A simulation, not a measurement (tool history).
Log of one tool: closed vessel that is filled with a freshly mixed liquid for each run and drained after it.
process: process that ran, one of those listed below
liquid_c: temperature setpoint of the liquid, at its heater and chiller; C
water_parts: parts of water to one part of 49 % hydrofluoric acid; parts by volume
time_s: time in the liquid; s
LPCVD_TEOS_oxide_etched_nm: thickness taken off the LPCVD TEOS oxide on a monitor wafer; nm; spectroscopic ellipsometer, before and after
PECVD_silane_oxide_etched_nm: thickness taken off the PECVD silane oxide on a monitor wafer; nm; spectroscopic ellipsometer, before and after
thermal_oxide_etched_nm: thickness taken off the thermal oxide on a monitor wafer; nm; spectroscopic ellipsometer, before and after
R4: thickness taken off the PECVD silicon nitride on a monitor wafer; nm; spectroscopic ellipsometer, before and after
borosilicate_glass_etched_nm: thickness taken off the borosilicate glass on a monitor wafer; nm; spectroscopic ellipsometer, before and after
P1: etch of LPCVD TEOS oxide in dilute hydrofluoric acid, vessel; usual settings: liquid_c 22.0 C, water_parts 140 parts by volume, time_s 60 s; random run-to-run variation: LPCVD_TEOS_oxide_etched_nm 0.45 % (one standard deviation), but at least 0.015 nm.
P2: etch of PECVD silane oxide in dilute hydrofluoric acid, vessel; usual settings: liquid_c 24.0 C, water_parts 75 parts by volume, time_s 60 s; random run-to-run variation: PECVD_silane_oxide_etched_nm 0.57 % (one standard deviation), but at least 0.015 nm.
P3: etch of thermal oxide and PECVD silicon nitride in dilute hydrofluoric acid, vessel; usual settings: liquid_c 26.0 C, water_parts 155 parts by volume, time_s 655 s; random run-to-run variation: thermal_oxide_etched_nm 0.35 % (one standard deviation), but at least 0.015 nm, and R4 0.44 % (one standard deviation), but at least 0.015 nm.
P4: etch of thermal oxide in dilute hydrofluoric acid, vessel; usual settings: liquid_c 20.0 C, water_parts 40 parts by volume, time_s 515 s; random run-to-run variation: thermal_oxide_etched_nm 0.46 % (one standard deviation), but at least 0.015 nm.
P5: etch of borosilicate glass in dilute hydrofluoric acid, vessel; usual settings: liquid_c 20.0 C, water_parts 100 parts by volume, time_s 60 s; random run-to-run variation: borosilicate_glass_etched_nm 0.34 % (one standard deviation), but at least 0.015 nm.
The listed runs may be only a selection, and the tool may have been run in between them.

run 1 hour=11.3 | process=P1 liquid_c=22.0 water_parts=140 time_s=60 | LPCVD_TEOS_oxide_etched_nm=6.3476
run 2 hour=23.9 | process=P1 liquid_c=22.0 water_parts=140 time_s=105 | LPCVD_TEOS_oxide_etched_nm=11.1470
run 3 hour=30.5 | process=P2 liquid_c=24.0 water_parts=75 time_s=115 | PECVD_silane_oxide_etched_nm=37.2700
run 4 hour=36.2 | process=P4 liquid_c=20.0 water_parts=65 time_s=515 | thermal_oxide_etched_nm=33.6650
run 5 hour=42.7 | process=P1 liquid_c=22.0 water_parts=140 time_s=60 | LPCVD_TEOS_oxide_etched_nm=6.3244
run 6 hour=51.4 | process=P3 liquid_c=26.0 water_parts=45 time_s=655 | thermal_oxide_etched_nm=82.0590 R4=44.503
run 7 hour=62.8 | process=P4 liquid_c=20.0 water_parts=40 time_s=30 | thermal_oxide_etched_nm=3.2979
run 8 hour=74.1 | process=P1 liquid_c=22.0 water_parts=195 time_s=30 | LPCVD_TEOS_oxide_etched_nm=2.1713
run 9 hour=83.0 | process=P2 liquid_c=24.0 water_parts=135 time_s=60 | PECVD_silane_oxide_etched_nm=9.9427
run 10 hour=94.8 | process=P3 liquid_c=26.0 water_parts=155 time_s=655 | thermal_oxide_etched_nm=20.5920 R4=13.157
run 11 hour=101.0 | process=P5 liquid_c=20.0 water_parts=100 time_s=60 | borosilicate_glass_etched_nm=20.403
run 12 hour=111.6 | process=P1 liquid_c=27.5 water_parts=185 time_s=60 | LPCVD_TEOS_oxide_etched_nm=5.6050
run 13 hour=123.5 | process=P3 liquid_c=26.0 water_parts=155 time_s=655 | thermal_oxide_etched_nm=20.7740 R4=13.183
run 14 hour=135.0 | process=P4 liquid_c=20.0 water_parts=40 time_s=515 | thermal_oxide_etched_nm=56.9010
run 15 hour=142.1 | process=P1 liquid_c=22.0 water_parts=250 time_s=60 | LPCVD_TEOS_oxide_etched_nm=3.1803
run 16 hour=150.2 | process=P1 liquid_c=28.0 water_parts=140 time_s=60 | LPCVD_TEOS_oxide_etched_nm=8.0311
run 17 hour=161.4 | process=P4 liquid_c=20.0 water_parts=40 time_s=515 | thermal_oxide_etched_nm=56.2300
run 18 hour=172.2 | process=P1 liquid_c=22.0 water_parts=140 time_s=60 | LPCVD_TEOS_oxide_etched_nm=6.3489
run 19 hour=178.9 | process=P1 liquid_c=22.0 water_parts=140 time_s=60 | LPCVD_TEOS_oxide_etched_nm=6.3300
run 20 hour=188.9 | process=P4 liquid_c=27.5 water_parts=40 time_s=515 | thermal_oxide_etched_nm=77.6520
run 21 hour=195.1 | process=P5 liquid_c=17.0 water_parts=100 time_s=60 | borosilicate_glass_etched_nm=17.877
run 22 hour=206.2 | process=P5 liquid_c=20.0 water_parts=180 time_s=60 | borosilicate_glass_etched_nm=10.398
run 23 hour=212.4 | process=P1 liquid_c=22.0 water_parts=140 time_s=30 | LPCVD_TEOS_oxide_etched_nm=3.2068
run 24 hour=220.2 | process=P1 liquid_c=22.0 water_parts=140 time_s=60 | LPCVD_TEOS_oxide_etched_nm=6.3976
run 25 hour=231.8 | process=P1 liquid_c=18.0 water_parts=140 time_s=60 | LPCVD_TEOS_oxide_etched_nm=5.3835
run 26 hour=240.8 | process=P1 liquid_c=22.0 water_parts=140 time_s=60 | LPCVD_TEOS_oxide_etched_nm=6.4027

Estimate the outcome of run 27 from the log above:
run 27 hour=251.6 | process=P3 liquid_c=26.0 water_parts=155 time_s=185 | thermal_oxide_etched_nm=? R4=?

thermal_oxide_etched_nm: 5.8474 nm
R4: 3.735 nm
